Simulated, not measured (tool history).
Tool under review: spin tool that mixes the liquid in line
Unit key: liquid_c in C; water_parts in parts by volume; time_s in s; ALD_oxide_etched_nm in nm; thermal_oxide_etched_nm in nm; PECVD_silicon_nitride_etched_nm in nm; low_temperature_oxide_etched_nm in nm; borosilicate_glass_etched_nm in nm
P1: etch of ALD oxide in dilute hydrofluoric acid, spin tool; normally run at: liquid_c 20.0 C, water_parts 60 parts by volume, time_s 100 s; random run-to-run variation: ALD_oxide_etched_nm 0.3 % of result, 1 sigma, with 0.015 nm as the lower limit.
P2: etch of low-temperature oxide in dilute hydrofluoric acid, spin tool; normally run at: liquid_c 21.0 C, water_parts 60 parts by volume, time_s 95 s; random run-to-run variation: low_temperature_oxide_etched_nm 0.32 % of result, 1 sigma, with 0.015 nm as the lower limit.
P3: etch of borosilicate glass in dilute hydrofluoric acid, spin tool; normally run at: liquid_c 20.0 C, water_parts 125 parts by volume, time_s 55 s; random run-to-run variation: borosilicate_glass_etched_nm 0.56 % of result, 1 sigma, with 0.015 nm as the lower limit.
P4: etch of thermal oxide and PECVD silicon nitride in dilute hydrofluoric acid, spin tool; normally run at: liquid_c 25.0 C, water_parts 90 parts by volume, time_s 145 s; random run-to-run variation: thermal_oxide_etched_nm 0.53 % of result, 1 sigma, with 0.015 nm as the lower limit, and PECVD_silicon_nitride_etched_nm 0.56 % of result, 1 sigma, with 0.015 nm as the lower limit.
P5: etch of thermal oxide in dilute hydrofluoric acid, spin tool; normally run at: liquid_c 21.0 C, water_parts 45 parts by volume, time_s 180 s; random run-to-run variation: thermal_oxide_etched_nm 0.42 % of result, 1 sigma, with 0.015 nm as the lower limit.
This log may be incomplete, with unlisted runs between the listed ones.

run,hour,process,liquid_c,water_parts,time_s,ALD_oxide_etched_nm,thermal_oxide_etched_nm,PECVD_silicon_nitride_etched_nm,low_temperature_oxide_etched_nm,borosilicate_glass_etched_nm
1,3.5,P1,20.0,60,100,48.588,,,,
2,6.7,P1,20.0,100,195,54.106,,,,
3,9.1,P1,20.0,60,100,48.958,,,,
4,12.5,P5,21.0,45,180,,17.2790,,,
5,15.7,P1,20.0,60,100,48.584,,,,
6,18.0,P1,20.0,60,100,48.617,,,,
7,21.6,P4,31.5,90,145,,10.1410,7.8814,,
8,25.4,P2,27.0,60,95,,,,20.219,
9,28.7,P5,17.0,45,180,,14.6420,,,
10,31.3,P1,17.0,60,100,43.038,,,,
11,36.0,P1,24.5,60,100,58.466,,,,
12,39.0,P3,20.0,125,110,,,,,21.637
13,41.3,P1,20.0,35,100,86.104,,,,
14,43.4,P1,20.0,60,35,17.013,,,,
15,46.3,P3,20.0,60,55,,,,,24.197
16,49.5,P5,21.0,25,180,,31.9500,,,
17,52.3,P1,20.0,60,150,72.767,,,,
# hour 52.5: hydrofluoric acid flow meter replaced
18,56.0,P2,21.0,20,95,,,,49.266,
19,58.1,P4,25.0,130,145,,5.1818,3.6222,,
20,61.8,P5,21.0,45,55,,5.2759,,,
21,64.2,P4,25.0,90,145,,7.8442,5.1900,,
22,66.5,P3,20.0,125,55,,,,,10.792
23,69.7,P2,21.0,60,155,,,,25.602,
24,73.1,P1,20.0,105,100,26.481,,,,
25,77.7,P2,21.0,60,95,,,,15.613,
26,81.0,P5,21.0,45,180,,17.3060,,,
27,85.7,P4,25.0,90,220,,12.0100,7.9287,,
28,90.4,P2,21.0,60,95,,,,15.722,

For run 29, what comes out?
29,92.7,P3,20.0,125,55,,,,,?

borosilicate_glass_etched_nm: 10.706 nm

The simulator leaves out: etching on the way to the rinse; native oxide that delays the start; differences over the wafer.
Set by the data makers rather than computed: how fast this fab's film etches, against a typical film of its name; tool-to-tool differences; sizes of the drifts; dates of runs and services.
